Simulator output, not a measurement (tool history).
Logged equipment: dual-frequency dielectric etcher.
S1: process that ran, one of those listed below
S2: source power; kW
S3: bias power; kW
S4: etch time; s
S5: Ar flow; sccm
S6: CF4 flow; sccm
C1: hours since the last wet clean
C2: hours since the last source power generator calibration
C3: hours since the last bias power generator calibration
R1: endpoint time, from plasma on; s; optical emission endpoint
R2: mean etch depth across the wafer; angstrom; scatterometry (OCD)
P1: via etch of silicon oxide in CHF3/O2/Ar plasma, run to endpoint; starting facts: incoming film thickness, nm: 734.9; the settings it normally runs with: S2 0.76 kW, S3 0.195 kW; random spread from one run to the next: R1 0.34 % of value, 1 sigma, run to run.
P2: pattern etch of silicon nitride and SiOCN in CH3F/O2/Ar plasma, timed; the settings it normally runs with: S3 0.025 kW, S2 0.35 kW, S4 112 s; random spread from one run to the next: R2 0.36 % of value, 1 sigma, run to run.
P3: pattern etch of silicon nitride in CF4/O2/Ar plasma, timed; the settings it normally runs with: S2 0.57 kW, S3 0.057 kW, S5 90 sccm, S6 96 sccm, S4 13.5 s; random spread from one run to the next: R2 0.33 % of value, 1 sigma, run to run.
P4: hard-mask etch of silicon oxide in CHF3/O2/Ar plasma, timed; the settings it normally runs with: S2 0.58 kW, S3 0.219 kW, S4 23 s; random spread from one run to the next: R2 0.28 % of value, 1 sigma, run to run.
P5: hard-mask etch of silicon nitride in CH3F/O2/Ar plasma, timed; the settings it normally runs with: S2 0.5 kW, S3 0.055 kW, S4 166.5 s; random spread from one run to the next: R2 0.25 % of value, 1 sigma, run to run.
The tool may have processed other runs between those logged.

Run 1, hour 4: S1 P1, S2 0.76 kW, S3 0.195 kW; C1 479.4; C2 2541.8; C3 294.9. Result: R1 337.92 s.
Run 2, hour 8.3: S1 P1, S2 0.76 kW, S3 0.195 kW; C1 483.7; C2 2546.1; C3 299.2. Result: R1 336.7 s.
Run 3, hour 12.7: S1 P4, S2 0.44 kW, S3 0.219 kW, S4 23 s; C1 488.1; C2 2550.5; C3 303.6. Result: R2 440.4 angstrom.
Run 4, hour 15.3: S1 P2, S2 0.23 kW, S3 0.025 kW, S4 112 s; C1 490.7; C2 2553.1; C3 306.2. Result: R2 130.79 angstrom.
Run 5, hour 19.5: S1 P1, S2 0.62 kW, S3 0.195 kW; C1 494.9; C2 2557.3; C3 310.4. Result: R1 366.75 s.
Run 6, hour 23.5: S1 P1, S2 0.76 kW, S3 0.195 kW; C1 498.9; C2 2561.3; C3 314.4. Result: R1 337.98 s.
Run 7, hour 27.2: S1 P5, S2 0.63 kW, S3 0.055 kW, S4 166.5 s; C1 502.6; C2 2565; C3 318.1. Result: R2 1302 angstrom.
Run 8, hour 30.5: S1 P2, S2 0.35 kW, S3 0.025 kW, S4 112 s; C1 505.9; C2 2568.3; C3 321.4. Result: R2 150.27 angstrom.
At hour 33.4: bias power generator calibrated.
Run 9, hour 33.6: S1 P3, S2 0.57 kW, S3 0.057 kW, S4 13.5 s, S5 72 sccm, S6 96 sccm; C1 509; C2 2571.4; C3 0.3. Result: R2 305.51 angstrom.
Run 10, hour 37.2: S1 P1, S2 0.93 kW, S3 0.126 kW; C1 512.6; C2 2575; C3 3.9. Result: R1 356.76 s.
Run 11, hour 41.5: S1 P5, S2 0.5 kW, S3 0.076 kW, S4 166.5 s; C1 516.9; C2 2579.3; C3 8.2. Result: R2 1328.1 angstrom.
Run 12, hour 45.9: S1 P2, S2 0.35 kW, S3 0.015 kW, S4 112 s; C1 521.3; C2 2583.7; C3 12.6. Result: R2 120.24 angstrom.
Run 13, hour 49.1: S1 P5, S2 0.5 kW, S3 0.055 kW, S4 230 s; C1 524.5; C2 2586.9; C3 15.8. Result: R2 1650.4 angstrom.
Run 14, hour 52: S1 P4, S2 0.58 kW, S3 0.219 kW, S4 23 s; C1 527.4; C2 2589.8; C3 18.7. Result: R2 488.57 angstrom.
Run 15, hour 55.6: S1 P1, S2 0.76 kW, S3 0.113 kW; C1 531; C2 2593.4; C3 22.3. Result: R1 404.81 s.
Run 16, hour 59.6: S1 P3, S2 0.45 kW, S3 0.057 kW, S4 13.5 s, S5 90 sccm, S6 96 sccm; C1 535; C2 2597.4; C3 26.3. Result: R2 244.17 angstrom.
Run 17, hour 61.7: S1 P1, S2 0.56 kW, S3 0.127 kW; C1 537.1; C2 2599.5; C3 28.4. Result: R1 437.46 s.
Run 18, hour 65.7: S1 P1, S2 0.51 kW, S3 0.162 kW; C1 541.1; C2 2603.5; C3 32.4. Result: R1 419.08 s.
Run 19, hour 69.5: S1 P3, S2 0.57 kW, S3 0.057 kW, S4 13.5 s, S5 90 sccm, S6 96 sccm; C1 544.9; C2 2607.3; C3 36.2. Result: R2 298.35 angstrom.
Run 20, hour 73.2: S1 P4, S2 0.58 kW, S3 0.219 kW, S4 12.5 s; C1 548.6; C2 2611; C3 39.9. Result: R2 265.45 angstrom.
Run 21, hour 77.2: S1 P3, S2 0.57 kW, S3 0.057 kW, S4 10.5 s, S5 90 sccm, S6 96 sccm; C1 552.6; C2 2615; C3 43.9. Result: R2 233.3 angstrom.
Run 22, hour 81.6: S1 P2, S2 0.35 kW, S3 0.025 kW, S4 112 s; C1 557; C2 2619.4; C3 48.3. Result: R2 150.11 angstrom.
Run 23, hour 83.6: S1 P5, S2 0.5 kW, S3 0.055 kW, S4 166.5 s; C1 559; C2 2621.4; C3 50.3. Result: R2 1191.4 angstrom.
At hour 85.8: source power generator calibrated.
Run 24, hour 87: S1 P3, S2 0.57 kW, S3 0.034 kW, S4 13.5 s, S5 90 sccm, S6 96 sccm; C1 562.4; C2 1.3; C3 53.7. Result: R2 247.85 angstrom.
Run 25, hour 91.4: S1 P1, S2 0.76 kW, S3 0.277 kW; C1 566.8; C2 5.7; C3 58.1. Result: R1 299.96 s.
Run 26, hour 93.7: S1 P2, S2 0.35 kW, S3 0.025 kW, S4 159 s; C1 569.1; C2 8; C3 60.4. Result: R2 213.92 angstrom.
Run 27, hour 97.3: S1 P1, S2 0.76 kW, S3 0.195 kW; C1 572.7; C2 11.6; C3 64. Result: R1 337.72 s.
Run 28, hour 100.4: S1 P1, S2 0.91 kW, S3 0.195 kW; C1 575.8; C2 14.7; C3 67.1. Result: R1 315.36 s.
Run 29, hour 104.9: S1 P3, S2 0.57 kW, S3 0.057 kW, S4 13.5 s, S5 90 sccm, S6 63 sccm; C1 580.3; C2 19.2; C3 71.6. Result: R2 284.97 angstrom.
Run 30, hour 108: S1 P4, S2 0.58 kW, S3 0.128 kW, S4 23 s; C1 583.4; C2 22.3; C3 74.7. Result: R2 408.59 angstrom.
Run 31, hour 111.5: S1 P1, S2 0.76 kW, S3 0.195 kW; C1 586.9; C2 25.8; C3 78.2. Result: R1 336.35 s.
Run 32, hour 113.9: S1 P1, S2 0.76 kW, S3 0.195 kW; C1 589.3; C2 28.2; C3 80.6. Result: R1 338.83 s.
Run 33, hour 116.4: S1 P1, S2 0.76 kW, S3 0.195 kW; C1 591.8; C2 30.7; C3 83.1. Result: R1 343.25 s.
Run 34, hour 119.1: S1 P1, S2 0.76 kW, S3 0.195 kW; C1 594.5; C2 33.4; C3 85.8. Result: R1 343.19 s.
At hour 122.2: wet clean of the chamber.
Run 35, hour 122.9: S1 P1, S2 0.76 kW, S3 0.195 kW; C1 0.7; C2 37.2; C3 89.6. Result: R1 343.34 s.
Run 36, hour 127.4: S1 P1, S2 0.76 kW, S3 0.195 kW; C1 5.2; C2 41.7; C3 94.1. Result: R1 342.43 s.
Run 37, hour 131.5: S1 P1, S2 0.76 kW, S3 0.195 kW; C1 9.3; C2 45.8; C3 98.2. Result: R1 345.65 s.

Compared with where it was, what P1 gives has crept away. Each cause listed below fits the log as well as the rest, at the size given for it:
A: bias power that arrives under what is set, % = 4.95
B: source power that arrives under what is set, % = 4.34
The process output started creeping at around hour 111.5.
Excluded causes, each with its reason:
chamber walls in a state that lowers the etch rate, %: serviced at hour 122.2, after the change had begun; the process did not return to its earlier output

Of the 4 check runs below, each run on 2 wafers with the results averaged and each result still a question mark, which one would tell the listed causes apart?
Run check 1, hour 135.6: S1 P4, S2 0.58 kW, S3 0.136 kW, S4 15.5 s. Result: R2 ?.
Run check 2, hour 135.6: S1 P2, S2 0.35 kW, S3 0.017 kW, S4 151 s. Result: R2 ?.
Run check 3, hour 135.6: S1 P3, S2 0.57 kW, S3 0.037 kW, S4 13.5 s, S5 90 sccm, S6 79 sccm. Result: R2 ?.
Run check 4, hour 135.6: S1 P5, S2 0.62 kW, S3 0.055 kW, S4 166.5 s. Result: R2 ?.

What every check run would give for each of its results, assuming each possible cause in turn:
  check  result    if A    if B
check 1      R2  276.05  275.72
check 2      R2   167.6  168.56
check 3      R2  245.23  240.08
check 4      R2  1278.3  1276.1
Separation of the two closest causes in each check, using whichever result separates them best: check 1 0.12 %; check 2 0.57 %; check 3 2.12 %; check 4 0.18 %
Check 3 is the one run that separates the causes; every other check would come out nearly the same whichever cause is at work.

Check 3 was carried out, with these results: R2 239.98 angstrom. Which of the listed causes is responsible?

Of the candidate causes, it is B: source power that arrives under what is set, %.
